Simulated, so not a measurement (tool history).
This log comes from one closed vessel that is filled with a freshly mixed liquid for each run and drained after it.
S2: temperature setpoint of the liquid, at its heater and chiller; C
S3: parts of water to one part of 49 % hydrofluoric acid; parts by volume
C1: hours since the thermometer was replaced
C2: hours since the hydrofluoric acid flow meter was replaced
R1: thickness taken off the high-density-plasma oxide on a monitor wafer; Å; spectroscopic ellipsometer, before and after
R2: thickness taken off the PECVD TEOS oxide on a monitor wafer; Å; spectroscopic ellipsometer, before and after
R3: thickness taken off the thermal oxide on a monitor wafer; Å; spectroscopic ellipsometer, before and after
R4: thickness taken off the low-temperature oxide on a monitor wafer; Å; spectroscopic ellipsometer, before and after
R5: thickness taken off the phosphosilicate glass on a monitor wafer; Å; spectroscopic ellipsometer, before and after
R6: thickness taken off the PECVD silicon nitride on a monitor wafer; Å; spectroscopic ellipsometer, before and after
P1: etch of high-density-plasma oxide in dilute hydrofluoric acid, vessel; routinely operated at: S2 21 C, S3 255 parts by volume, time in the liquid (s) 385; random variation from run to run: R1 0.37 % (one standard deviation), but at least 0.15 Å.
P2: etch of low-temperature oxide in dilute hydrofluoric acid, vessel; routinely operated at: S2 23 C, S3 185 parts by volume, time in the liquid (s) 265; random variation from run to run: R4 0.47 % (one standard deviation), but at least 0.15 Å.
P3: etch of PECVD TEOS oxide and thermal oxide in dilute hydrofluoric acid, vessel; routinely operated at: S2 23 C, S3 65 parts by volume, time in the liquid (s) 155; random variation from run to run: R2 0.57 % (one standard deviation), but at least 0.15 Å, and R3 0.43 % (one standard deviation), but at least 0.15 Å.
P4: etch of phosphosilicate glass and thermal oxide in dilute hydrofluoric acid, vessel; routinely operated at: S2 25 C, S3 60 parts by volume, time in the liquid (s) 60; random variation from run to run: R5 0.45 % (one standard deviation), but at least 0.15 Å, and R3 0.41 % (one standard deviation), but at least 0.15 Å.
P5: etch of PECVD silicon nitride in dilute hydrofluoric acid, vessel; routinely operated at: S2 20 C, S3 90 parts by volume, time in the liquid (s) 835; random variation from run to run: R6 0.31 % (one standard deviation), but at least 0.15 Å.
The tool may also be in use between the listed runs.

{"run": 1, "hour": 15.3, "process that ran": "P1", "S2": 21, "S3": 255, "time in the liquid (s)": 385, "C1": 596.3, "C2": 273.7, "R1": 72.996}
{"run": 2, "hour": 28.3, "process that ran": "P1", "S2": 21, "S3": 255, "time in the liquid (s)": 75, "C1": 609.3, "C2": 286.7, "R1": 14.266}
{"run": 3, "hour": 38.5, "process that ran": "P1", "S2": 17, "S3": 255, "time in the liquid (s)": 385, "C1": 619.5, "C2": 296.9, "R1": 62.562}
{"run": 4, "hour": 53.5, "process that ran": "P1", "S2": 21, "S3": 255, "time in the liquid (s)": 385, "C1": 634.5, "C2": 311.9, "R1": 72.611}
{"run": 5, "hour": 65.0, "process that ran": "P3", "S2": 30, "S3": 65, "time in the liquid (s)": 155, "C1": 646, "C2": 323.4, "R2": 268.29, "R3": 147.85}
{"run": 6, "hour": 76.3, "process that ran": "P1", "S2": 17.5, "S3": 255, "time in the liquid (s)": 170, "C1": 657.3, "C2": 334.7, "R1": 28.129}
{"run": 7, "hour": 88.1, "process that ran": "P2", "S2": 23, "S3": 335, "time in the liquid (s)": 265, "C1": 669.1, "C2": 346.5, "R4": 73.97}
{"run": 8, "hour": 102.8, "process that ran": "P4", "S2": 25, "S3": 60, "time in the liquid (s)": 60, "C1": 683.8, "C2": 361.2, "R3": 50.723, "R5": 848.89}
{"run": 9, "hour": 115.2, "process that ran": "P2", "S2": 23, "S3": 185, "time in the liquid (s)": 265, "C1": 696.2, "C2": 373.6, "R4": 156.1}
{"run": 10, "hour": 124.6, "process that ran": "P2", "S2": 17.5, "S3": 185, "time in the liquid (s)": 265, "C1": 705.6, "C2": 383, "R4": 126.8}
{"run": 11, "hour": 135.6, "process that ran": "P1", "S2": 28, "S3": 255, "time in the liquid (s)": 385, "C1": 716.6, "C2": 394, "R1": 94.525}
{"run": 12, "hour": 150.1, "process that ran": "P1", "S2": 21, "S3": 255, "time in the liquid (s)": 385, "C1": 731.1, "C2": 408.5, "R1": 72.91}
{"run": 13, "hour": 164.4, "process that ran": "P4", "S2": 25, "S3": 60, "time in the liquid (s)": 30, "C1": 745.4, "C2": 422.8, "R3": 25.683, "R5": 423.56}
{"run": 14, "hour": 179.1, "process that ran": "P3", "S2": 23, "S3": 65, "time in the liquid (s)": 155, "C1": 760.1, "C2": 437.5, "R2": 202.99, "R3": 110.83}
{"run": 15, "hour": 190.1, "process that ran": "P3", "S2": 23, "S3": 65, "time in the liquid (s)": 155, "C1": 771.1, "C2": 448.5, "R2": 203.19, "R3": 110.63}
{"run": 16, "hour": 204.0, "process that ran": "P4", "S2": 29.5, "S3": 60, "time in the liquid (s)": 60, "C1": 785, "C2": 462.4, "R3": 61.15, "R5": 1017.2}
{"run": 17, "hour": 211.9, "process that ran": "P2", "S2": 23, "S3": 185, "time in the liquid (s)": 265, "C1": 792.9, "C2": 470.3, "R4": 155.84}
{"run": 18, "hour": 223.3, "process that ran": "P4", "S2": 25, "S3": 60, "time in the liquid (s)": 60, "C1": 804.3, "C2": 481.7, "R3": 51.45, "R5": 848.48}
{"run": 19, "hour": 238.9, "process that ran": "P5", "S2": 20, "S3": 90, "time in the liquid (s)": 1465, "C1": 819.9, "C2": 497.3, "R6": 215.77}
{"run": 20, "hour": 251.4, "process that ran": "P4", "S2": 25, "S3": 105, "time in the liquid (s)": 60, "C1": 832.4, "C2": 509.8, "R3": 27.385, "R5": 461.25}
{"run": 21, "hour": 267.0, "process that ran": "P5", "S2": 28, "S3": 90, "time in the liquid (s)": 835, "C1": 848, "C2": 525.4, "R6": 209.78}
{"run": 22, "hour": 278.2, "process that ran": "P1", "S2": 21, "S3": 145, "time in the liquid (s)": 160, "C1": 859.2, "C2": 536.6, "R1": 59.496}
{"run": 23, "hour": 291.1, "process that ran": "P3", "S2": 23, "S3": 100, "time in the liquid (s)": 155, "C1": 872.1, "C2": 549.5, "R2": 126.21, "R3": 68.731}
{"run": 24, "hour": 305.1, "process that ran": "P1", "S2": 25.5, "S3": 100, "time in the liquid (s)": 385, "C1": 886.1, "C2": 563.5, "R1": 262.38}
{"run": 25, "hour": 317.4, "process that ran": "P1", "S2": 21, "S3": 255, "time in the liquid (s)": 685, "C1": 898.4, "C2": 575.8, "R1": 129.92}
{"run": 26, "hour": 324.5, "process that ran": "P5", "S2": 20, "S3": 90, "time in the liquid (s)": 835, "C1": 905.5, "C2": 582.9, "R6": 123.14}
{"run": 27, "hour": 334.7, "process that ran": "P3", "S2": 23, "S3": 65, "time in the liquid (s)": 75, "C1": 915.7, "C2": 593.1, "R2": 96.989, "R3": 53.315}
{"run": 28, "hour": 346.1, "process that ran": "P1", "S2": 21, "S3": 255, "time in the liquid (s)": 385, "C1": 927.1, "C2": 604.5, "R1": 72.601}
{"run": 29, "hour": 360.4, "process that ran": "P1", "S2": 21, "S3": 380, "time in the liquid (s)": 385, "C1": 941.4, "C2": 618.8, "R1": 43.788}
{"run": 30, "hour": 374.9, "process that ran": "P1", "S2": 21, "S3": 135, "time in the liquid (s)": 385, "C1": 955.9, "C2": 633.3, "R1": 155.43}
{"run": 31, "hour": 384.5, "process that ran": "P5", "S2": 20, "S3": 140, "time in the liquid (s)": 835, "C1": 965.5, "C2": 642.9, "R6": 79.897}
{"run": 32, "hour": 395.2, "process that ran": "P2", "S2": 23, "S3": 185, "time in the liquid (s)": 485, "C1": 976.2, "C2": 653.6, "R4": 284.92}
{"run": 33, "hour": 409.9, "process that ran": "P1", "S2": 21, "S3": 255, "time in the liquid (s)": 385, "C1": 990.9, "C2": 668.3, "R1": 72.873}
{"run": 34, "hour": 423.9, "process that ran": "P1", "S2": 21, "S3": 255, "time in the liquid (s)": 385, "C1": 1004.9, "C2": 682.3, "R1": 70.322}
{"run": 35, "hour": 435.9, "process that ran": "P1", "S2": 21, "S3": 255, "time in the liquid (s)": 385, "C1": 1016.9, "C2": 694.3, "R1": 69.649}
{"run": 36, "hour": 446.4, "process that ran": "P1", "S2": 21, "S3": 255, "time in the liquid (s)": 385, "C1": 1027.4, "C2": 704.8, "R1": 68.78}
{"run": 37, "hour": 457.4, "process that ran": "P1", "S2": 21, "S3": 255, "time in the liquid (s)": 385, "C1": 1038.4, "C2": 715.8, "R1": 68.62}
{"run": 38, "hour": 468.6, "process that ran": "P1", "S2": 21, "S3": 255, "time in the liquid (s)": 385, "C1": 1049.6, "C2": 727, "R1": 68.231}
{"run": 39, "hour": 478.9, "process that ran": "P1", "S2": 21, "S3": 255, "time in the liquid (s)": 385, "C1": 1059.9, "C2": 737.3, "R1": 68.51}
{"run": 40, "hour": 489.7, "process that ran": "P1", "S2": 21, "S3": 255, "time in the liquid (s)": 385, "C1": 1070.7, "C2": 748.1, "R1": 68.081}

The output of P1 has drifted from where it used to be. Each of the 2 causes below, taken at the size shown beside it, accounts for the log equally well:
A: hydrofluoric acid flow below the setpoint (%) = 4.99
B: liquid colder than its thermometer reads (K) = 1.71
Onset of the creep was near hour 409.9.

Which of the 4 check runs listed below separates the causes, so that each cause would produce a clearly different result? Each run uses one wafer, and its results are marked with question marks.
{"run": "check 1", "hour": 500.5, "process that ran": "P5", "S2": 27, "S3": 135, "time in the liquid (s)": 835, "R6": "?"}
{"run": "check 2", "hour": 500.5, "process that ran": "P3", "S2": 29.5, "S3": 85, "time in the liquid (s)": 155, "R2": "?", "R3": "?"}
{"run": "check 3", "hour": 500.5, "process that ran": "P4", "S2": 25, "S3": 95, "time in the liquid (s)": 30, "R3": "?", "R5": "?"}
{"run": "check 4", "hour": 500.5, "process that ran": "P2", "S2": 19, "S3": 310, "time in the liquid (s)": 265, "R4": "?"}

What every check run would give for each of its results, assuming each possible cause in turn:
check=check_1 result=R6 if_A=124.17 if_B=117.2
check=check_2 result=R2 if_A=184.44 if_B=182.92
check=check_2 result=R3 if_A=100.86 if_B=100.03
check=check_3 result=R3 if_A=14.548 if_B=14.397
check=check_3 result=R5 if_A=242.83 if_B=240.32
check=check_4 result=R4 if_A=66.416 if_B=66.525
Per-check spread between the two closest causes, in the result where they differ most: check 1 5.78 %; check 2 0.83 %; check 3 1.04 %; check 4 0.16 %
Only in check 1 would the causes give clearly different results; in the remaining checks their results would be nearly the same.

Check 1 was then run and gave: R6 117.17 Å. Which cause is it?

B is the cause: liquid colder than its thermometer reads (K).

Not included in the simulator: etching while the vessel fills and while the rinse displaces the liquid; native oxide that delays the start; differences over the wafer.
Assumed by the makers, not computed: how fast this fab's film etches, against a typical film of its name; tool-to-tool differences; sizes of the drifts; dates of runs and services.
